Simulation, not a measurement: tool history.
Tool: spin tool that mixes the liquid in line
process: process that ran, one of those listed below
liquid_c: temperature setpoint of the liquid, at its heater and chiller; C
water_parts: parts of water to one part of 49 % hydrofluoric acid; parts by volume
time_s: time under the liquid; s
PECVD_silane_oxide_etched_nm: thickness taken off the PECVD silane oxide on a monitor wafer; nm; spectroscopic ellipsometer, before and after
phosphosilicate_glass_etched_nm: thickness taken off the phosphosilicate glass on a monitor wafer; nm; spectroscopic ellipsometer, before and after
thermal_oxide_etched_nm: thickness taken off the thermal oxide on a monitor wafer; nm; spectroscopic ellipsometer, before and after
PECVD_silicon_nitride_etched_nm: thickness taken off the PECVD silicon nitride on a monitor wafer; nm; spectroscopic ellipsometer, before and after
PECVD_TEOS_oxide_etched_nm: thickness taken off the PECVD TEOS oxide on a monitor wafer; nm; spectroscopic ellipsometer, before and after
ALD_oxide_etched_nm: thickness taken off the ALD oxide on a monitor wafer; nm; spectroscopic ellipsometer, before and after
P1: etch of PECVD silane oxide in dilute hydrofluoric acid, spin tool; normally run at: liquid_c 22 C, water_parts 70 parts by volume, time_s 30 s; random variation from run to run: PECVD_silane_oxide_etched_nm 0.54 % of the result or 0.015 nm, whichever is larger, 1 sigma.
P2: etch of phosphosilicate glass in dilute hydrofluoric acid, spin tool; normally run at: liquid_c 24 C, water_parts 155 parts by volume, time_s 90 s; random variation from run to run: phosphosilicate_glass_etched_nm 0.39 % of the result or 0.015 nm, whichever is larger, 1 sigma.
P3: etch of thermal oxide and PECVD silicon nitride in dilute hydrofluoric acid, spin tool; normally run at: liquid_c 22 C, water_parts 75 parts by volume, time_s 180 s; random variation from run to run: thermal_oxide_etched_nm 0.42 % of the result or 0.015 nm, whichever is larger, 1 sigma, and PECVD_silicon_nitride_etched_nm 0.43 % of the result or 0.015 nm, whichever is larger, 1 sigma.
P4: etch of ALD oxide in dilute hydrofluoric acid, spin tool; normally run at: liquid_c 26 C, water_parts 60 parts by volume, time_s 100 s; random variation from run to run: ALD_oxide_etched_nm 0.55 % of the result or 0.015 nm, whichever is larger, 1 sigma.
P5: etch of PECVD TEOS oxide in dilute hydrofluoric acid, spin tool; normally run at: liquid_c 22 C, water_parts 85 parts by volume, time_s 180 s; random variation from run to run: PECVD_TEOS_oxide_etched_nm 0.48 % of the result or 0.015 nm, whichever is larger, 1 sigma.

run,day,process,liquid_c,water_parts,time_s,PECVD_silane_oxide_etched_nm,phosphosilicate_glass_etched_nm,thermal_oxide_etched_nm,PECVD_silicon_nitride_etched_nm,PECVD_TEOS_oxide_etched_nm,ALD_oxide_etched_nm
1,0.5,P1,22,70,30,6.4182,,,,,
2,1.108,P1,22,70,30,6.3753,,,,,
3,1.792,P1,22,70,30,6.3618,,,,,
4,2.138,P2,30.5,155,90,,41.797,,,,
5,2.512,P3,22,75,15,,,0.92333,0.50847,,
6,3.138,P5,22,150,180,,,,,17.323,
7,3.671,P5,17,85,180,,,,,26.728,
8,4.012,P4,26,105,100,,,,,,15.772
9,4.492,P3,22,75,180,,,11.289,6.2429,,
10,4.838,P3,22,130,180,,,6.1317,3.6963,,
11,5.446,P1,22,35,30,13.438,,,,,
12,6.117,P1,22,70,30,6.3672,,,,,
13,6.696,P4,26,60,100,,,,,,29.238
14,7.238,P1,22,70,60,12.841,,,,,
15,7.608,P4,26,60,100,,,,,,29.717
16,7.971,P3,26.5,75,180,,,13.399,8.4413,,
17,8.558,P1,18,95,30,3.8702,,,,,
18,9.008,P1,22,70,30,6.3872,,,,,
19,9.712,P5,22,85,180,,,,,33.23,
20,10.254,P2,24,155,90,,32.737,,,,
21,10.933,P1,22,70,15,3.1886,,,,,
22,11.579,P2,24,155,15,,5.472,,,,
23,12.242,P3,22,75,180,,,11.216,6.2567,,
24,12.829,P1,22,120,30,3.5017,,,,,
25,13.146,P2,24,30,90,,198.71,,,,
26,13.696,P4,26,60,15,,,,,,4.3841
27,14.292,P5,22,85,55,,,,,10.068,
28,14.638,P4,19,60,100,,,,,,22.178

The next listed run, before its measurement:
29,15.046,P1,27.5,70,30,?,,,,,

PECVD_silane_oxide_etched_nm: 7.9766 nm

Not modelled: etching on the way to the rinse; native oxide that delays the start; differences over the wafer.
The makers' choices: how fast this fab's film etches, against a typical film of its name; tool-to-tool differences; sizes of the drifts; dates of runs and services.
